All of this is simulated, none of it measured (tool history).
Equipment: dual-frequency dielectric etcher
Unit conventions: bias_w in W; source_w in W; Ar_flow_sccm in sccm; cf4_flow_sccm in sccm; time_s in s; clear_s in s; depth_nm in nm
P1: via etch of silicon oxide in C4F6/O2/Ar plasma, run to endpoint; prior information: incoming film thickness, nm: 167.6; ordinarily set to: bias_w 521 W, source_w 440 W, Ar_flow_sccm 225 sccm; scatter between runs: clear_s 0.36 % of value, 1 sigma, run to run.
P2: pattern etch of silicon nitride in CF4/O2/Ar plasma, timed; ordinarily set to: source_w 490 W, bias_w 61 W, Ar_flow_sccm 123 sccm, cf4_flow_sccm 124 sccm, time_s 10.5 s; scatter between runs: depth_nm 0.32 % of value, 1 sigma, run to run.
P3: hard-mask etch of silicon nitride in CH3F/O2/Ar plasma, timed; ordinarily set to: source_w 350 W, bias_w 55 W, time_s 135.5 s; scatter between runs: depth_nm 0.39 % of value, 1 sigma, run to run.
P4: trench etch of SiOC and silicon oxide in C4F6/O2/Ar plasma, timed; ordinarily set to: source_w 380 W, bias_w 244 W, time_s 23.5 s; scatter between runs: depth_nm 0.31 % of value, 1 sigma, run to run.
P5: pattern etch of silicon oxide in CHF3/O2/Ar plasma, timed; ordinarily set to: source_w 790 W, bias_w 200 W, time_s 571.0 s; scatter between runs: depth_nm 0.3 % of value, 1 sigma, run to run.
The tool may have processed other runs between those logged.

| run | day | process | bias_w | source_w | Ar_flow_sccm | cf4_flow_sccm | time_s | hours since the last wet clean | hours since the last bias power generator calibration | hours since the last source power generator calibration | hours since the last Ar flow controller change | clear_s | depth_nm |
|---|---|---|---|---|---|---|---|---|---|---|---|---|---|
| 1 | 0.450 | P1 | 521 | 440 | 225 |  |  | 263.2 | 1558.3 | 2460.5 | 884.5 | 34.700 |  |
| 2 | 0.738 | P2 | 75 | 490 | 123 | 124 | 10.5 | 270.1 | 1565.2 | 2467.4 | 891.4 |  | 22.841 |
| 3 | 1.075 | P3 | 55 | 350 |  |  | 135.5 | 278.2 | 1573.3 | 2475.5 | 899.5 |  | 81.366 |
| 4 | 1.354 | P1 | 376 | 440 | 225 |  |  | 284.9 | 1580.0 | 2482.2 | 906.2 | 39.021 |  |
| 5 | 1.821 | P5 | 152 | 790 |  |  | 571.0 | 296.1 | 1591.2 | 2493.4 | 917.4 |  | 1194.300 |
| 6 | 2.296 | P4 | 244 | 380 |  |  | 13.5 | 307.5 | 1602.6 | 2504.8 | 928.8 |  | 30.019 |
| 7 | 2.567 | P4 | 244 | 510 |  |  | 23.5 | 314.0 | 1609.1 | 2511.3 | 935.3 |  | 58.244 |
| 8 | 2.850 | P2 | 61 | 490 | 123 | 124 | 15.0 | 320.8 | 1615.9 | 2518.1 | 942.1 |  | 30.210 |
| 9 | 3.208 | P1 | 521 | 280 | 225 |  |  | 329.4 | 1624.5 | 2526.7 | 950.7 | 41.058 |  |
| 10 | 3.558 | P3 | 55 | 350 |  |  | 135.5 | 337.8 | 1632.9 | 2535.1 | 959.1 |  | 81.619 |
| 11 | 3.788 | P3 | 55 | 250 |  |  | 135.5 | 343.3 | 1638.4 | 2540.6 | 964.6 |  | 71.731 |
| 12 | 4.079 | P1 | 521 | 440 | 272 |  |  | 350.3 | 1645.4 | 2547.6 | 971.6 | 35.153 |  |
| 13 | 4.383 | P5 | 200 | 790 |  |  | 362.0 | 357.6 | 1652.7 | 2554.9 | 978.9 |  | 825.740 |
| 14 | 4.846 | P2 | 61 | 490 | 123 | 170 | 10.5 | 368.7 | 1663.8 | 2566.0 | 990.0 |  | 21.757 |
| 15 | 5.162 | P1 | 521 | 440 | 225 |  |  | 376.3 | 1671.4 | 2573.6 | 997.6 | 34.925 |  |
| 16 | 5.458 | P1 | 521 | 440 | 225 |  |  | 383.4 | 1678.5 | 2580.7 | 1004.7 | 34.717 |  |
| 17 | 5.704 | P3 | 55 | 350 |  |  | 74.5 | 389.3 | 1684.4 | 2586.6 | 1010.6 |  | 44.901 |
| 18 | 6.200 | P2 | 61 | 600 | 123 | 124 | 10.5 | 401.2 | 1696.3 | 2598.5 | 1022.5 |  | 25.247 |
| 19 | 6.642 | P5 | 200 | 790 |  |  | 571.0 | 411.8 | 1706.9 | 2609.1 | 1033.1 |  | 1297.700 |
| 20 | 7.033 | P1 | 521 | 440 | 225 |  |  | 421.2 | 1716.3 | 2618.5 | 1042.5 | 34.413 |  |
| 21 | 7.350 | P4 | 171 | 380 |  |  | 23.5 | 428.8 | 1723.9 | 2626.1 | 1050.1 |  | 46.323 |
| 22 | 7.746 | P1 | 521 | 440 | 161 |  |  | 438.3 | 1733.4 | 2635.6 | 1059.6 | 33.706 |  |
| 23 | 8.117 | P1 | 521 | 580 | 225 |  |  | 447.2 | 1742.3 | 2644.5 | 1068.5 | 31.377 |  |
| 24 | 8.354 | P3 | 32 | 350 |  |  | 135.5 | 452.9 | 1748.0 | 2650.2 | 1074.2 |  | 69.824 |
| 25 | 8.800 | P4 | 244 | 380 |  |  | 23.5 | 463.6 | 1758.7 | 2660.9 | 1084.9 |  | 52.121 |
| 26 | 9.246 | P5 | 200 | 1120 |  |  | 571.0 | 474.3 | 1769.4 | 2671.6 | 1095.6 |  | 1489.200 |
| 27 | 9.600 | P2 | 61 | 490 | 98 | 124 | 10.5 | 482.8 | 1777.9 | 2680.1 | 1104.1 |  | 21.637 |

Run 28 has not been measured yet. What should we expect?
| 28 | 10.046 | P1 | 716 | 440 | 225 |  |  | 493.5 | 1788.6 | 2690.8 | 1114.8 | ? |  |

Run 28 measured clear_s 30.583 s.
